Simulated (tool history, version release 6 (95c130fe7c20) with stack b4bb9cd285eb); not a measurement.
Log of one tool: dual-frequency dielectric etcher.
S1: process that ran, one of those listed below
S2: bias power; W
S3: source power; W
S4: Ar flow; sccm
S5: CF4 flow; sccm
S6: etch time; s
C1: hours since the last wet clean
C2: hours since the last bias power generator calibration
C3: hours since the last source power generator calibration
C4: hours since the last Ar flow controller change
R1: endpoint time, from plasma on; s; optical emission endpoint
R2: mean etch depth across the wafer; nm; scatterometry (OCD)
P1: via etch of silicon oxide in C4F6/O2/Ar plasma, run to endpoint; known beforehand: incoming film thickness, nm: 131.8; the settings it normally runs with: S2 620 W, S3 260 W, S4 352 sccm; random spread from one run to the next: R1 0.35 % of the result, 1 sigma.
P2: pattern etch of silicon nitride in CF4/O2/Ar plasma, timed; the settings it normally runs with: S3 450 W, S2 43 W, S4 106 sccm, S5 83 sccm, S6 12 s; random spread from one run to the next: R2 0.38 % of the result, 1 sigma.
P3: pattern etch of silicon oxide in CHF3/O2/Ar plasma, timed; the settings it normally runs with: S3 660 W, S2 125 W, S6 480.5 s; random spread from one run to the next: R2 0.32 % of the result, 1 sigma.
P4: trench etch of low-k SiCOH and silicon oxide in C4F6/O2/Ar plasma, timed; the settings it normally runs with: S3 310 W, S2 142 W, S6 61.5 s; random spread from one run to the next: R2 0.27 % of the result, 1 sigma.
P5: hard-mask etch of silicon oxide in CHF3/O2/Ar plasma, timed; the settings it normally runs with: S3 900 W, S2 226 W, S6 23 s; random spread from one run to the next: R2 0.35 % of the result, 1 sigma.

Run 1, hour 11.9: S1 P1, S2 620 W, S3 260 W, S4 352 sccm; C1 428.4; C2 2803.7; C3 1128.7; C4 988.3. Result: R1 31.614 s.
Run 2, hour 29: S1 P1, S2 620 W, S3 260 W, S4 352 sccm; C1 445.5; C2 2820.8; C3 1145.8; C4 1005.4. Result: R1 31.632 s.
Run 3, hour 45: S1 P2, S2 43 W, S3 450 W, S4 106 sccm, S5 108 sccm, S6 12 s; C1 461.5; C2 2836.8; C3 1161.8; C4 1021.4. Result: R2 20.358 nm.
Run 4, hour 57.1: S1 P2, S2 43 W, S3 450 W, S4 106 sccm, S5 83 sccm, S6 9.5 s; C1 473.6; C2 2848.9; C3 1173.9; C4 1033.5. Result: R2 15.543 nm.
Run 5, hour 70.8: S1 P2, S2 31 W, S3 450 W, S4 106 sccm, S5 83 sccm, S6 12 s; C1 487.3; C2 2862.6; C3 1187.6; C4 1047.2. Result: R2 17.456 nm.
Run 6, hour 86: S1 P3, S2 125 W, S3 890 W, S6 480.5 s; C1 502.5; C2 2877.8; C3 1202.8; C4 1062.4. Result: R2 983.05 nm.
Run 7, hour 101.2: S1 P2, S2 43 W, S3 450 W, S4 106 sccm, S5 83 sccm, S6 12 s; C1 517.7; C2 2893; C3 1218; C4 1077.6. Result: R2 19.657 nm.
Run 8, hour 109.9: S1 P3, S2 125 W, S3 660 W, S6 480.5 s; C1 526.4; C2 2901.7; C3 1226.7; C4 1086.3. Result: R2 876.82 nm.
Run 9, hour 123.9: S1 P3, S2 125 W, S3 660 W, S6 480.5 s; C1 540.4; C2 2915.7; C3 1240.7; C4 1100.3. Result: R2 873.1 nm.
Run 10, hour 133.4: S1 P4, S2 142 W, S3 310 W, S6 37 s; C1 549.9; C2 2925.2; C3 1250.2; C4 1109.8. Result: R2 100.32 nm.
Run 11, hour 150.6: S1 P5, S2 226 W, S3 900 W, S6 17 s; C1 567.1; C2 2942.4; C3 1267.4; C4 1127. Result: R2 41.542 nm.
Run 12, hour 160.7: S1 P5, S2 226 W, S3 900 W, S6 23 s; C1 577.2; C2 2952.5; C3 1277.5; C4 1137.1. Result: R2 57.045 nm.
Run 13, hour 170.6: S1 P1, S2 620 W, S3 260 W, S4 352 sccm; C1 587.1; C2 2962.4; C3 1287.4; C4 1147. Result: R1 31.62 s.
Run 14, hour 188.3: S1 P4, S2 198 W, S3 310 W, S6 61.5 s; C1 604.8; C2 2980.1; C3 1305.1; C4 1164.7. Result: R2 184.43 nm.
Run 15, hour 199.6: S1 P1, S2 620 W, S3 260 W, S4 440 sccm; C1 616.1; C2 2991.4; C3 1316.4; C4 1176. Result: R1 32.34 s.
Run 16, hour 217.6: S1 P2, S2 43 W, S3 450 W, S4 148 sccm, S5 83 sccm, S6 12 s; C1 634.1; C2 3009.4; C3 1334.4; C4 1194. Result: R2 18.834 nm.
Run 17, hour 225.5: S1 P1, S2 620 W, S3 260 W, S4 352 sccm; C1 642; C2 3017.3; C3 1342.3; C4 1201.9. Result: R1 31.641 s.
Run 18, hour 236.1: S1 P1, S2 374 W, S3 260 W, S4 352 sccm; C1 652.6; C2 3027.9; C3 1352.9; C4 1212.5. Result: R1 38.451 s.
Run 19, hour 246.7: S1 P2, S2 43 W, S3 310 W, S4 106 sccm, S5 83 sccm, S6 12 s; C1 663.2; C2 3038.5; C3 1363.5; C4 1223.1. Result: R2 14.277 nm.
Run 20, hour 262.9: S1 P1, S2 620 W, S3 260 W, S4 224 sccm; C1 679.4; C2 3054.7; C3 1379.7; C4 1239.3. Result: R1 30.077 s.
Run 21, hour 277.2: S1 P4, S2 142 W, S3 310 W, S6 61.5 s; C1 693.7; C2 3069; C3 1394; C4 1253.6. Result: R2 166.19 nm.
Run 22, hour 292.8: S1 P1, S2 830 W, S3 260 W, S4 352 sccm; C1 709.3; C2 3084.6; C3 1409.6; C4 1269.2. Result: R1 28.169 s.
Run 23, hour 301.9: S1 P1, S2 620 W, S3 190 W, S4 352 sccm; C1 718.4; C2 3093.7; C3 1418.7; C4 1278.3. Result: R1 35.613 s.
At hour 306.2: bias power generator calibrated.
Run 24, hour 316.8: S1 P5, S2 152 W, S3 900 W, S6 23 s; C1 733.3; C2 10.6; C3 1433.6; C4 1293.2. Result: R2 49.881 nm.
Run 25, hour 335: S1 P1, S2 620 W, S3 210 W, S4 273 sccm; C1 751.5; C2 28.8; C3 1451.8; C4 1311.4. Result: R1 33.15 s.
Run 26, hour 345.7: S1 P5, S2 226 W, S3 660 W, S6 23 s; C1 762.2; C2 39.5; C3 1462.5; C4 1322.1. Result: R2 50.396 nm.
Run 27, hour 363.4: S1 P1, S2 620 W, S3 350 W, S4 352 sccm; C1 779.9; C2 57.2; C3 1480.2; C4 1339.8. Result: R1 28.466 s.
Run 28, hour 378.6: S1 P4, S2 142 W, S3 190 W, S6 61.5 s; C1 795.1; C2 72.4; C3 1495.4; C4 1355. Result: R2 138.38 nm.
Run 29, hour 394.9: S1 P1, S2 620 W, S3 260 W, S4 352 sccm; C1 811.4; C2 88.7; C3 1511.7; C4 1371.3. Result: R1 31.713 s.
Run 30, hour 407.2: S1 P3, S2 125 W, S3 660 W, S6 353.5 s; C1 823.7; C2 101; C3 1524; C4 1383.6. Result: R2 641.64 nm.
Run 31, hour 424.6: S1 P3, S2 73 W, S3 660 W, S6 480.5 s; C1 841.1; C2 118.4; C3 1541.4; C4 1401. Result: R2 746.31 nm.
Run 32, hour 437.4: S1 P1, S2 620 W, S3 260 W, S4 352 sccm; C1 853.9; C2 131.2; C3 1554.2; C4 1413.8. Result: R1 31.543 s.
Run 33, hour 453.7: S1 P1, S2 620 W, S3 260 W, S4 352 sccm; C1 870.2; C2 147.5; C3 1570.5; C4 1430.1. Result: R1 31.742 s.
Run 34, hour 466.5: S1 P1, S2 620 W, S3 260 W, S4 352 sccm; C1 883; C2 160.3; C3 1583.3; C4 1442.9. Result: R1 31.461 s.
Run 35, hour 478.1: S1 P1, S2 620 W, S3 260 W, S4 352 sccm; C1 894.6; C2 171.9; C3 1594.9; C4 1454.5. Result: R1 31.863 s.
Run 36, hour 489.6: S1 P1, S2 620 W, S3 260 W, S4 352 sccm; C1 906.1; C2 183.4; C3 1606.4; C4 1466. Result: R1 32.019 s.
Run 37, hour 497.6: S1 P1, S2 620 W, S3 260 W, S4 352 sccm; C1 914.1; C2 191.4; C3 1614.4; C4 1474. Result: R1 32.133 s.
Run 38, hour 508.2: S1 P1, S2 620 W, S3 260 W, S4 352 sccm; C1 924.7; C2 202; C3 1625; C4 1484.6. Result: R1 32.119 s.
Run 39, hour 521.5: S1 P1, S2 620 W, S3 260 W, S4 352 sccm; C1 938; C2 215.3; C3 1638.3; C4 1497.9. Result: R1 32.234 s.
At hour 526.9: wet clean of the chamber.
Run 40, hour 535.9: S1 P1, S2 620 W, S3 260 W, S4 352 sccm; C1 9; C2 229.7; C3 1652.7; C4 1512.3. Result: R1 32.258 s.
Run 41, hour 547.4: S1 P1, S2 620 W, S3 260 W, S4 352 sccm; C1 20.5; C2 241.2; C3 1664.2; C4 1523.8. Result: R1 32.291 s.
Run 42, hour 563.7: S1 P1, S2 620 W, S3 260 W, S4 352 sccm; C1 36.8; C2 257.5; C3 1680.5; C4 1540.1. Result: R1 32.009 s.

The output of P1 has drifted from where it used to be. Each of the 2 causes below, taken at the size shown beside it, accounts for the log equally well:
A: source power that arrives under what is set, % = 4.73
B: bias power that arrives under what is set, % = 4.39
At approximately hour 466.5, the process output began to creep.
Why every other cause is out:
chamber walls in a state that lowers the etch rate, %: its service at hour 526.9 followed the start of the drift and did not put the process back to its old value
Ar flow that arrives over what is set, %: at its largest 8, which would move R1 by +0.9 %, too little to match the creep or of the wrong sign

The 4 check runs listed below each average the results of 2 wafers, and their outcomes are marked with question marks. Under which run would the listed causes produce clearly different results?
Run check 1, hour 580: S1 P2, S2 32 W, S3 350 W, S4 106 sccm, S5 83 sccm, S6 12 s. Result: R2 ?.
Run check 2, hour 580: S1 P3, S2 125 W, S3 760 W, S6 480.5 s. Result: R2 ?.
Run check 3, hour 580: S1 P4, S2 193 W, S3 220 W, S6 61.5 s. Result: R2 ?.
Run check 4, hour 580: S1 P5, S2 180 W, S3 900 W, S6 23 s. Result: R2 ?.

Check results expected under each cause:
  check  result    if A    if B
check 1      R2  13.565  13.927
check 2      R2  906.43   911.4
check 3      R2  157.73   158.3
check 4      R2  51.608   51.82
Gap, in per cent, between the two causes that each check separates least, read from the result that separates them most: check 1 2.63 %; check 2 0.55 %; check 3 0.36 %; check 4 0.41 %
Check 1 tells the causes apart: in the others they would give nearly the same result.

Running check 1 produced the following: R2 13.521 nm. Which one of the listed causes fits?

Of the candidate causes, it is A: source power that arrives under what is set, %.
